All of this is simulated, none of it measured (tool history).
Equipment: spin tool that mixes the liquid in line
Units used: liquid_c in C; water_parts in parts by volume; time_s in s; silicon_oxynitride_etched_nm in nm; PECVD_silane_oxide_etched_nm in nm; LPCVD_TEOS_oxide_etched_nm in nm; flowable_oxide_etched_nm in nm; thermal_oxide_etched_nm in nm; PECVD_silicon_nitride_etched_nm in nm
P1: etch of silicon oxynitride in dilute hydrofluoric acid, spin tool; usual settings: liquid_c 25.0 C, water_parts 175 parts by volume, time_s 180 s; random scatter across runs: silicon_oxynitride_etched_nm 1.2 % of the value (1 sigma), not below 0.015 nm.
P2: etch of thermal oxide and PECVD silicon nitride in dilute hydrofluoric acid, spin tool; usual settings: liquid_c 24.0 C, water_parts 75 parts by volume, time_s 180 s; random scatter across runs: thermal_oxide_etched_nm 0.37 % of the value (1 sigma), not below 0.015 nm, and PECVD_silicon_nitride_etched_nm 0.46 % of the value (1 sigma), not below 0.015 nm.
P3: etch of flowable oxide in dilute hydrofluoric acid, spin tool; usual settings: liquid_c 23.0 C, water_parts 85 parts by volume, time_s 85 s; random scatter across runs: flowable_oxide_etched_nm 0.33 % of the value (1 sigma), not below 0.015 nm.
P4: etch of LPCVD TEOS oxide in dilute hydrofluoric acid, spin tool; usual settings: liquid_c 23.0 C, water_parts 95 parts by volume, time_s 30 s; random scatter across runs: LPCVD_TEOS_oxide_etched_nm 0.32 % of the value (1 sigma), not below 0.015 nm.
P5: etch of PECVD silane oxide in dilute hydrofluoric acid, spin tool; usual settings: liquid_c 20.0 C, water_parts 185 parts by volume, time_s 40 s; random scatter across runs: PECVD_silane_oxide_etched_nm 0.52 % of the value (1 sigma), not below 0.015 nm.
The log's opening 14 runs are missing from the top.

| run | day | process | liquid_c | water_parts | time_s | hours since the thermometer was replaced | hours since the hydrofluoric acid flow meter was replaced | silicon_oxynitride_etched_nm | PECVD_silane_oxide_etched_nm | LPCVD_TEOS_oxide_etched_nm | flowable_oxide_etched_nm | thermal_oxide_etched_nm | PECVD_silicon_nitride_etched_nm |
|---|---|---|---|---|---|---|---|---|---|---|---|---|---|
| 15 | 9.062 | P3 | 23.0 | 85 | 85 | 1786.9 | 532.0 |  |  |  | 28.4330 |  |  |
| 16 | 9.654 | P2 | 24.0 | 30 | 180 | 1801.1 | 546.2 |  |  |  |  | 32.2900 | 32.1760 |
| 17 | 10.092 | P1 | 20.0 | 280 | 180 | 1811.6 | 556.7 | 0.93361 |  |  |  |  |  |
| 18 | 10.767 | P3 | 23.0 | 85 | 15 | 1827.8 | 572.9 |  |  |  | 5.0105 |  |  |
| 19 | 11.538 | P1 | 25.0 | 175 | 180 | 1846.3 | 591.4 | 2.07210 |  |  |  |  |  |
| 20 | 12.129 | P4 | 23.0 | 95 | 30 | 1860.5 | 605.6 |  |  | 14.1180 |  |  |  |
| 21 | 12.700 | P4 | 18.0 | 95 | 30 | 1874.2 | 619.3 |  |  | 11.4500 |  |  |  |
| 22 | 13.096 | P3 | 23.0 | 135 | 85 | 1883.7 | 628.8 |  |  |  | 16.8110 |  |  |
| 23 | 13.433 | P4 | 23.0 | 95 | 30 | 1891.8 | 636.9 |  |  | 14.1610 |  |  |  |
| 24 | 13.958 | P1 | 25.0 | 175 | 180 | 1904.4 | 649.5 | 2.06120 |  |  |  |  |  |
| 25 | 14.729 | P5 | 20.0 | 65 | 40 | 1922.9 | 668.0 |  | 25.5460 |  |  |  |  |
| 26 | 15.208 | P2 | 24.0 | 75 | 70 | 1934.4 | 679.5 |  |  |  |  | 4.7467 | 5.0556 |
| 27 | 15.850 | P2 | 24.0 | 75 | 180 | 1949.8 | 694.9 |  |  |  |  | 12.1690 | 13.0070 |
| 28 | 16.508 | P5 | 20.0 | 185 | 40 | 1965.6 | 710.7 |  | 7.7954 |  |  |  |  |
| 29 | 17.238 | P5 | 25.5 | 185 | 40 | 1983.1 | 728.2 |  | 9.6814 |  |  |  |  |

Expected results for the next run?
| 30 | 17.750 | P1 | 17.5 | 175 | 180 | 1995.4 | 740.5 | ? |  |  |  |  |  |

silicon_oxynitride_etched_nm: 1.45700 nm
